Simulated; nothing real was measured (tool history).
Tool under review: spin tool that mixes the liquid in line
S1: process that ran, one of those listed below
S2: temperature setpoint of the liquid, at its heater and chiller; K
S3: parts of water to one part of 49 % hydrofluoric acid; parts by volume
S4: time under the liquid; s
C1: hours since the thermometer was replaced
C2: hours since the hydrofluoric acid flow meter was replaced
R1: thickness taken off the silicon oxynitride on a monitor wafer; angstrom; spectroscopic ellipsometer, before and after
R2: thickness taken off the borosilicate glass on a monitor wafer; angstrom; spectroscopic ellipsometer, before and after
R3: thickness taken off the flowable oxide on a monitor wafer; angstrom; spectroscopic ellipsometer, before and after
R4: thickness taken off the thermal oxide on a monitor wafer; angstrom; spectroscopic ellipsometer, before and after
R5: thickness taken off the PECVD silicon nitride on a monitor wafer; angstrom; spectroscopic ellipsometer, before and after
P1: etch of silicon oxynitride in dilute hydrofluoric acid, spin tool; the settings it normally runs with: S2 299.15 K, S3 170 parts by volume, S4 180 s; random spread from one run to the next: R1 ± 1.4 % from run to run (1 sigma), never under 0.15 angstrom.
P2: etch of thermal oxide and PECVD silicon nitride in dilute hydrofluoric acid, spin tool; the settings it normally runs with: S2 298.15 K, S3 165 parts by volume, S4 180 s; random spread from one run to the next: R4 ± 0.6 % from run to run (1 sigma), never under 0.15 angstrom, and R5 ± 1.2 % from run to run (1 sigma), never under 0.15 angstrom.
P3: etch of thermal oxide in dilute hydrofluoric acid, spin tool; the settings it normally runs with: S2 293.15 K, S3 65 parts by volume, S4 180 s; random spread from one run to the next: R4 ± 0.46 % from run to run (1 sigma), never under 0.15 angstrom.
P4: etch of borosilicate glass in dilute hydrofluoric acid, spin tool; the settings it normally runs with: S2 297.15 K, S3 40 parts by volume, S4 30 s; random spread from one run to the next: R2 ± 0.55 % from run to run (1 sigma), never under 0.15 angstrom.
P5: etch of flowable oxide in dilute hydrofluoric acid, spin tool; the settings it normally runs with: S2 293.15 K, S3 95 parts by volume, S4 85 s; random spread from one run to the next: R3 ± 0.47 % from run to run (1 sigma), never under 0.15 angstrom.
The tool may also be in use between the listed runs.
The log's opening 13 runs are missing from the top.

run   hour  S1      S2   S3   S4      C1     C2       R1      R2      R3       R4  R5
 14  119.8  P1  299.15  110  180   939.7  764.9  26.3060
 15  125.2  P3  293.15   65  280   945.1  770.3                           186.890
 16  133.4  P5  293.15   95   85   953.3  778.5                   331.36
 17  139.6  P5  293.15   95  140   959.5  784.7                   549.40
 18  150.3  P3  293.15   65  180   970.2  795.4                           119.320
 19  156.0  P1  302.65  275  180   975.9  801.1  10.4270
 20  166.1  P4  297.15   40   15   986.0  811.2           149.50
 21  177.4  P1  305.65  170   60   997.3  822.5   6.8374
 22  185.7  P1  299.15  170  180  1005.6  830.8  15.5250
 23  196.7  P1  299.15  170  260  1016.6  841.8  22.5660
 24  202.6  P4  297.15   25   30  1022.5  847.7           489.32
 25  208.0  P1  299.15  170  180  1027.9  853.1  16.0850
 26  213.6  P1  291.15  170  180  1033.5  858.7  11.3750

The next listed run, before its measurement:
 27  220.0  P1  299.15  230  180  1039.9  865.1   ?

R1: 11.3520 angstrom
